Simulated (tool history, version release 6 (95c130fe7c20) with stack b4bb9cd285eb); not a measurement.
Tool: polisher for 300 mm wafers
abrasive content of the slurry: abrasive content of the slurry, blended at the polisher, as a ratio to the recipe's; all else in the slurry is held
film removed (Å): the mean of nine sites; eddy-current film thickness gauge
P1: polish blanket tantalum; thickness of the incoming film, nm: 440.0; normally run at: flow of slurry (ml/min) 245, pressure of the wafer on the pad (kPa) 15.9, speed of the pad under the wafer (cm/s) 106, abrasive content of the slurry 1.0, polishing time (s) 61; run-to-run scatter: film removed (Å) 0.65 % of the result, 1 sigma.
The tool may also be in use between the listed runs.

run	hour	flow of slurry (ml/min)	pressure of the wafer on the pad (kPa)	speed of the pad under the wafer (cm/s)	abrasive content of the slurry	polishing time (s)	wafers polished on this pad	hours since the slurry nozzle was cleaned	hours since the head pressure was calibrated	hours since the slurry blender was calibrated	film removed (Å)
1	6.5	245	15.9	106	1.0	61	134	153.9	166.5	69.4	1347.30
2	12.5	145	15.9	106	1.0	61	209	159.9	172.5	75.4	1260.90
3	17.9	245	15.9	106	0.5	61	276	165.3	177.9	80.8	1039.20
4	26.3	355	24.1	106	1.0	61	381	173.7	186.3	89.2	2110.00
5	34.9	315	15.9	106	1.0	61	488	182.3	194.9	97.8	1387.60
# hour 36.1: head pressure recalibrated
6	42.5	245	15.9	106	1.0	61	583	189.9	6.5	105.4	1345.40
7	47.3	245	9.0	106	1.0	61	643	194.7	11.3	110.2	770.80
8	52.4	245	15.9	106	1.0	36	706	199.8	16.4	115.3	786.67
9	59.0	245	23.4	106	1.0	61	788	206.4	23.0	121.9	2005.20
10	64.5	245	15.9	106	1.0	61	857	211.9	28.5	127.4	1346.10
11	71.3	245	15.9	106	1.0	61	942	218.7	35.3	134.2	1356.00
12	76.3	245	15.9	166	1.0	61	1004	223.7	40.3	139.2	2132.70
13	82.9	245	15.9	106	1.0	90	1086	230.3	46.9	145.8	1971.70
14	90.6	245	15.9	106	1.0	61	1182	238.0	54.6	153.5	1343.80
15	98.2	245	15.9	106	1.4	61	1277	245.6	62.2	161.1	1486.30
16	103.9	245	15.9	106	1.0	61	1348	251.3	67.9	166.8	1342.10
17	110.1	245	15.9	78	1.0	61	1426	257.5	74.1	173.0	1000.10

The next listed run, before its measurement:
18	116.1	245	15.9	106	1.0	61	1500	263.5	80.1	179.0	?

film removed (Å): 1345.10
